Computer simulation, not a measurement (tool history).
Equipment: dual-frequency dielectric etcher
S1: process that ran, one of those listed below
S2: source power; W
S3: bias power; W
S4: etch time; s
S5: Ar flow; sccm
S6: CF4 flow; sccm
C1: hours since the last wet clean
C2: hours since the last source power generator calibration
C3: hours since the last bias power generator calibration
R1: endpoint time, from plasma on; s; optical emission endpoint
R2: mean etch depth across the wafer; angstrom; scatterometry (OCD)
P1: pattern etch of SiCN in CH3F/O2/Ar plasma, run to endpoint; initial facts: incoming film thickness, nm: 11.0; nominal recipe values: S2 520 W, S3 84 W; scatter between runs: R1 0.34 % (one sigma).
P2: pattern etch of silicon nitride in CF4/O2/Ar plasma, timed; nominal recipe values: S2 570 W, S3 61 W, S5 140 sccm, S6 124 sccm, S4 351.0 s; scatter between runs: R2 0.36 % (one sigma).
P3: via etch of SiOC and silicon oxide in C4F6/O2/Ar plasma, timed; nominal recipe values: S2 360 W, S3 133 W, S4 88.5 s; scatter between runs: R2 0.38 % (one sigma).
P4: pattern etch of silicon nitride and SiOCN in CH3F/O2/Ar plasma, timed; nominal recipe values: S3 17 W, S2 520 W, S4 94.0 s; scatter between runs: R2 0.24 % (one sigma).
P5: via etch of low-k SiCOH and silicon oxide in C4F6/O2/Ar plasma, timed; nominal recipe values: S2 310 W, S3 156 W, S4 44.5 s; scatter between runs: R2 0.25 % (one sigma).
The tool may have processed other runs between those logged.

run	day	S1	S2	S3	S4	S5	S6	C1	C2	C3	R1	R2
1	0.417	P1	520	84				343.7	3198.6	2670.6	25.267	
2	0.883	P4	520	24	94.0			354.9	3209.8	2681.8		138.84
3	1.188	P5	430	156	44.5			362.2	3217.1	2689.1		1017.30
4	1.546	P3	360	133	68.0			370.8	3225.7	2697.7		667.57
5	1.854	P5	310	156	64.0			378.2	3233.1	2705.1		1287.00
6	2.229	P4	360	17	94.0			387.2	3242.1	2714.1		105.31
7	2.633	P1	330	99				396.9	3251.8	2723.8	28.417	
8	3.067	P3	360	176	88.5			407.3	3262.2	2734.2		951.32
9	3.325	P2	570	38	351.0	140	124	413.5	3268.4	2740.4		6687.00
10	3.579	P5	310	114	44.5			419.6	3274.5	2746.5		814.96
11	4.008	P1	520	84				429.9	3284.8	2756.8	25.557	
12	4.496	P1	520	84				441.6	3296.5	2768.5	25.413	
13	4.821	P3	470	133	88.5			449.4	3304.3	2776.3		966.62
14	5.296	P5	310	156	44.5			460.8	3315.7	2787.7		896.35
15	5.692	P1	520	84				470.3	3325.2	2797.2	25.576	
16	5.958	P1	520	84				476.7	3331.6	2803.6	25.447	
17	6.396	P1	640	84				487.2	3342.1	2814.1	23.347	
18	6.771	P2	750	61	351.0	140	124	496.2	3351.1	2823.1		10178.00
19	7.246	P3	360	133	88.5			507.6	3362.5	2834.5		865.03
20	7.471	P2	570	61	351.0	140	124	513.0	3367.9	2839.9		8000.60
21	7.804	P2	570	61	351.0	140	82	521.0	3375.9	2847.9		7574.30
22	8.217	P1	700	114				530.9	3385.8	2857.8	20.452	
23	8.546	P4	520	17	94.0			538.8	3393.7	2865.7		120.08
24	8.767	P2	570	61	351.0	197	124	544.1	3399.0	2871.0		7607.00

What does the tool deliver on the next run?
25	9.038	P1	520	84				550.6	3405.5	2877.5	?	

{"run 25": {"R1": 25.324}}
